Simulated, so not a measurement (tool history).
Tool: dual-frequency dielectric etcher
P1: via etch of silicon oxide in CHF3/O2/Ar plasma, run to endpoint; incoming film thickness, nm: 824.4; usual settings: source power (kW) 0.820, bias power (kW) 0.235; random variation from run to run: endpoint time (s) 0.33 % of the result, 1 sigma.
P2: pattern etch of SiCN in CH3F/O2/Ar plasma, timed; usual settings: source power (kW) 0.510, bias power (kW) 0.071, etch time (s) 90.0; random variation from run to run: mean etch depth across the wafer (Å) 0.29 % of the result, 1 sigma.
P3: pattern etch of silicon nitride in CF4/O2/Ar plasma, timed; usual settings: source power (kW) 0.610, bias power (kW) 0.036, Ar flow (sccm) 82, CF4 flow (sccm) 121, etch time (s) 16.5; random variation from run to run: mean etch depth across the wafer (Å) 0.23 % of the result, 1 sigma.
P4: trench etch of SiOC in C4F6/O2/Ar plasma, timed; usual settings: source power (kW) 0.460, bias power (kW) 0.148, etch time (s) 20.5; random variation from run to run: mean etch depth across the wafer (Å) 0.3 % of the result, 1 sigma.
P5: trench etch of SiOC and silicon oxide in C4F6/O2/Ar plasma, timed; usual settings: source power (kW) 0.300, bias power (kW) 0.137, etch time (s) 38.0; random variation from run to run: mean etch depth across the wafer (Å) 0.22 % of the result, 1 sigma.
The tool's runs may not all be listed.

| run | hour | process that ran | source power (kW) | bias power (kW) | Ar flow (sccm) | CF4 flow (sccm) | etch time (s) | hours since the last wet clean | hours since the last source power generator calibration | hours since the last bias power generator calibration | endpoint time (s) | mean etch depth across the wafer (Å) |
|---|---|---|---|---|---|---|---|---|---|---|---|---|
| 1 | 16.7 | P1 | 0.820 | 0.235 |  |  |  | 343.1 | 3323.0 | 3221.7 | 339.92 |  |
| 2 | 33.2 | P3 | 0.610 | 0.036 | 82 | 121 | 16.5 | 359.6 | 3339.5 | 3238.2 |  | 346.98 |
| 3 | 40.7 | P2 | 0.510 | 0.050 |  |  | 90.0 | 367.1 | 3347.0 | 3245.7 |  | 324.00 |
| 4 | 53.3 | P4 | 0.460 | 0.148 |  |  | 29.0 | 379.7 | 3359.6 | 3258.3 |  | 600.52 |
| 5 | 61.3 | P4 | 0.310 | 0.148 |  |  | 20.5 | 387.7 | 3367.6 | 3266.3 |  | 362.67 |
| 6 | 70.5 | P1 | 0.990 | 0.309 |  |  |  | 396.9 | 3376.8 | 3275.5 | 289.00 |  |
| 7 | 82.8 | P5 | 0.300 | 0.137 |  |  | 46.5 | 409.2 | 3389.1 | 3287.8 |  | 751.21 |
| 8 | 90.5 | P4 | 0.460 | 0.189 |  |  | 20.5 | 416.9 | 3396.8 | 3295.5 |  | 458.91 |
| 9 | 105.4 | P2 | 0.720 | 0.071 |  |  | 90.0 | 431.8 | 3411.7 | 3310.4 |  | 414.47 |
| 10 | 120.5 | P5 | 0.300 | 0.164 |  |  | 38.0 | 446.9 | 3426.8 | 3325.5 |  | 654.05 |
| 11 | 129.8 | P1 | 0.820 | 0.235 |  |  |  | 456.2 | 3436.1 | 3334.8 | 341.97 |  |
| 12 | 141.9 | P1 | 0.990 | 0.235 |  |  |  | 468.3 | 3448.2 | 3346.9 | 317.16 |  |
| 13 | 156.6 | P3 | 0.610 | 0.036 | 82 | 121 | 16.5 | 483.0 | 3462.9 | 3361.6 |  | 347.65 |
| 14 | 167.1 | P3 | 0.610 | 0.047 | 82 | 121 | 16.5 | 493.5 | 3473.4 | 3372.1 |  | 379.04 |
| 15 | 182.3 | P5 | 0.300 | 0.137 |  |  | 38.0 | 508.7 | 3488.6 | 3387.3 |  | 616.83 |
| 16 | 198.7 | P1 | 0.820 | 0.289 |  |  |  | 525.1 | 3505.0 | 3403.7 | 318.93 |  |
| 17 | 208.7 | P1 | 0.820 | 0.148 |  |  |  | 535.1 | 3515.0 | 3413.7 | 399.72 |  |
| 18 | 220.5 | P1 | 0.550 | 0.274 |  |  |  | 546.9 | 3526.8 | 3425.5 | 374.39 |  |
| 19 | 234.0 | P1 | 0.820 | 0.235 |  |  |  | 560.4 | 3540.3 | 3439.0 | 340.70 |  |
| 20 | 250.1 | P4 | 0.460 | 0.148 |  |  | 20.5 | 576.5 | 3556.4 | 3455.1 |  | 422.06 |
| 21 | 259.9 | P3 | 0.480 | 0.036 | 82 | 121 | 16.5 | 586.3 | 3566.2 | 3464.9 |  | 281.21 |
| 22 | 273.2 | P2 | 0.510 | 0.071 |  |  | 90.0 | 599.6 | 3579.5 | 3478.2 |  | 361.80 |
| 23 | 289.0 | P3 | 0.610 | 0.036 | 82 | 154 | 16.5 | 615.4 | 3595.3 | 3494.0 |  | 356.02 |
| 24 | 304.1 | P1 | 0.820 | 0.235 |  |  |  | 630.5 | 3610.4 | 3509.1 | 340.46 |  |
| 25 | 318.0 | P2 | 0.510 | 0.071 |  |  | 111.5 | 644.4 | 3624.3 | 3523.0 |  | 449.41 |
| 26 | 326.1 | P1 | 0.500 | 0.235 |  |  |  | 652.5 | 3632.4 | 3531.1 | 410.49 |  |
|  | 326.3 | source power generator calibrated |
| 27 | 333.7 | P3 | 0.610 | 0.036 | 66 | 121 | 16.5 | 660.1 | 7.4 | 3538.7 |  | 355.81 |
| 28 | 342.6 | P3 | 0.610 | 0.036 | 82 | 121 | 24.5 | 669.0 | 16.3 | 3547.6 |  | 513.41 |
| 29 | 357.7 | P1 | 0.560 | 0.297 |  |  |  | 684.1 | 31.4 | 3562.7 | 362.06 |  |
| 30 | 365.8 | P5 | 0.380 | 0.137 |  |  | 38.0 | 692.2 | 39.5 | 3570.8 |  | 677.13 |
| 31 | 380.1 | P1 | 0.820 | 0.235 |  |  |  | 706.5 | 53.8 | 3585.1 | 342.01 |  |
| 32 | 390.3 | P1 | 0.820 | 0.235 |  |  |  | 716.7 | 64.0 | 3595.3 | 338.65 |  |
| 33 | 400.1 | P1 | 0.820 | 0.235 |  |  |  | 726.5 | 73.8 | 3605.1 | 338.64 |  |
| 34 | 410.8 | P1 | 0.820 | 0.235 |  |  |  | 737.2 | 84.5 | 3615.8 | 338.14 |  |
|  | 412.9 | wet clean of the chamber |
| 35 | 421.7 | P1 | 0.820 | 0.235 |  |  |  | 8.9 | 95.4 | 3626.7 | 337.08 |  |
| 36 | 431.0 | P1 | 0.820 | 0.235 |  |  |  | 18.2 | 104.7 | 3636.0 | 336.87 |  |
| 37 | 440.3 | P1 | 0.820 | 0.235 |  |  |  | 27.5 | 114.0 | 3645.3 | 337.77 |  |
| 38 | 453.9 | P1 | 0.820 | 0.235 |  |  |  | 41.1 | 127.6 | 3658.9 | 333.82 |  |
| 39 | 468.0 | P1 | 0.820 | 0.235 |  |  |  | 55.2 | 141.7 | 3673.0 | 335.94 |  |

What P1 gives has crept away from where it was. These 2 causes fit the log equally well, each at the size given:
A: source power that arrives over what is set, % = 4.45
B: bias power that arrives over what is set, % = 4.86
The creep began at about hour 380.1.
Why every other cause is out:
chamber walls in a state that raises the etch rate, %: serviced at hour 412.9, which brought nothing back

4 check runs are offered, one wafer each, their results left as question marks. Which one tells the causes apart?
| check 1 | 482.1 | P4 | 0.460 | 0.148 |  |  | 20.5 |  |  |  |  | ? |
| check 2 | 482.1 | P3 | 0.610 | 0.036 | 82 | 121 | 16.5 |  |  |  |  | ? |
| check 3 | 482.1 | P2 | 0.510 | 0.071 |  |  | 90.0 |  |  |  |  | ? |
| check 4 | 482.1 | P5 | 0.300 | 0.137 |  |  | 38.0 |  |  |  |  | ? |

What each check would give under each cause:
| check | result | if A | if B |
|---|---|---|---|
| check 1 | mean etch depth across the wafer (Å) | 431.60 | 430.34 |
| check 2 | mean etch depth across the wafer (Å) | 360.67 | 352.41 |
| check 3 | mean etch depth across the wafer (Å) | 368.66 | 368.67 |
| check 4 | mean etch depth across the wafer (Å) | 628.00 | 626.36 |
How far apart the two closest causes lie, in the result that separates them most: check 1 0.29 %; check 2 2.32 %; check 3 0 %; check 4 0.26 %
Check 2 tells the causes apart: in the others they would give nearly the same result.

Then check 2 was run and gave: mean etch depth across the wafer (Å) 351.99. Which cause is it?

It is B: bias power that arrives over what is set, %.
